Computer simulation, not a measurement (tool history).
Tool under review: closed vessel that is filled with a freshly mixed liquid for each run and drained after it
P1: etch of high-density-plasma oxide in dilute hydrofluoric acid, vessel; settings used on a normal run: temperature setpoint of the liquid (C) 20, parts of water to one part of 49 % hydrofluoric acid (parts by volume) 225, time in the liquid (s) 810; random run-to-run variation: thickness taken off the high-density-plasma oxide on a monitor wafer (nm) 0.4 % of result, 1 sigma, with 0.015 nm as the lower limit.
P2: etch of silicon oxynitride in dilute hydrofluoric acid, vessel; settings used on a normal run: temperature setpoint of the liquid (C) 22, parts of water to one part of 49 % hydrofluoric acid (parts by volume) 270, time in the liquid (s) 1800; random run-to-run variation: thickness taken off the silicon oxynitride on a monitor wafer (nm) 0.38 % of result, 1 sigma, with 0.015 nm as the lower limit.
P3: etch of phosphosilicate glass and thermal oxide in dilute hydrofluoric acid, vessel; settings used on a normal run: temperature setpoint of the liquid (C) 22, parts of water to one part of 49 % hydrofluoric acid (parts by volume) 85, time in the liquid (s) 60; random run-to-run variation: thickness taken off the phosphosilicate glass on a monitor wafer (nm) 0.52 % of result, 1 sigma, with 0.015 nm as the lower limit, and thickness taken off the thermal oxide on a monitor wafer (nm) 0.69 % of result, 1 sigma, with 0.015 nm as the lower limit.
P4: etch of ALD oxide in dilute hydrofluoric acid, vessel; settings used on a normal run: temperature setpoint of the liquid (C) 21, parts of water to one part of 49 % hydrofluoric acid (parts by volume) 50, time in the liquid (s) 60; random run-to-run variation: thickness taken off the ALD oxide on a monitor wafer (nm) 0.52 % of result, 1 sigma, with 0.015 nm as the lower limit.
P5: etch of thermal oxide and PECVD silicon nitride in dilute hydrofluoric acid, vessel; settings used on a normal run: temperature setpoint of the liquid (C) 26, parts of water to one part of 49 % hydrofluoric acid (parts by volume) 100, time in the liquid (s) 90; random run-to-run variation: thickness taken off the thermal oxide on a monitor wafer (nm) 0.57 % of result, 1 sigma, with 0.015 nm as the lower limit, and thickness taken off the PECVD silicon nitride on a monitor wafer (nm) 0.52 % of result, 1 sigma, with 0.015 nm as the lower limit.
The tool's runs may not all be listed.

run,day,process that ran,temperature setpoint of the liquid (C),parts of water to one part of 49 % hydrofluoric acid (parts by volume),time in the liquid (s),hours since the thermometer was replaced,hours since the hydrofluoric acid flow meter was replaced,thickness taken off the high-density-plasma oxide on a monitor wafer (nm),thickness taken off the thermal oxide on a monitor wafer (nm),thickness taken off the PECVD silicon nitride on a monitor wafer (nm),thickness taken off the silicon oxynitride on a monitor wafer (nm),thickness taken off the ALD oxide on a monitor wafer (nm),thickness taken off the phosphosilicate glass on a monitor wafer (nm)
1,0.142,P1,20,225,810,589.1,133.5,15.536,,,,,
2,0.271,P5,21,100,90,592.2,136.6,,3.8087,2.712,,,
3,0.425,P2,22,480,1800,595.9,140.3,,,,6.4789,,
4,0.571,P4,29,50,60,599.4,143.8,,,,,24.458,
5,0.708,P1,24,225,350,602.7,147.1,7.7851,,,,,
6,0.888,P3,27,85,60,607,151.4,,4.1545,,,,123
7,1.012,P3,22,85,60,610,154.4,,3.4338,,,,100.11
8,1.196,P4,21,50,60,614.4,158.8,,,,,17.823,
9,1.354,P2,22,270,1800,618.2,162.6,,,,13.004,,
10,1.521,P4,21,50,30,622.2,166.6,,,,,8.9935,
11,1.7,P5,26,145,90,626.5,170.9,,3.0248,2.7036,,,
12,1.888,P1,20,225,1330,631,175.4,25.439,,,,,
13,1.975,P1,20,225,265,633.1,177.5,5.1262,,,,,
14,2.154,P1,17,225,810,637.4,181.8,13.788,,,,,
15,2.242,P3,22,85,60,639.5,183.9,,3.4025,,,,99.324
16,2.375,P2,22,270,1800,642.7,187.1,,,,13.098,,
17,2.517,P1,20,85,810,646.1,190.5,47.771,,,,,
18,2.642,P1,20,225,810,649.1,193.5,15.552,,,,,
19,2.733,P1,25.5,225,810,651.3,195.7,18.943,,,,,
20,2.833,P2,17,270,1800,653.7,198.1,,,,10.431,,
21,2.979,P3,22,25,60,657.2,201.6,,12.396,,,,364.91
22,3.088,P1,20,360,810,659.8,204.2,8.6015,,,,,
23,3.262,P1,20,225,810,664,208.4,15.578,,,,,
24,3.396,P3,22,85,90,667.2,211.6,,5.0806,,,,149.35

Run 25 has not been measured yet. What should we expect?
25,3.583,P5,26,100,40,671.7,216.1,,?,?,,,

thickness taken off the thermal oxide on a monitor wafer (nm): 2.0708
thickness taken off the PECVD silicon nitride on a monitor wafer (nm): 1.683
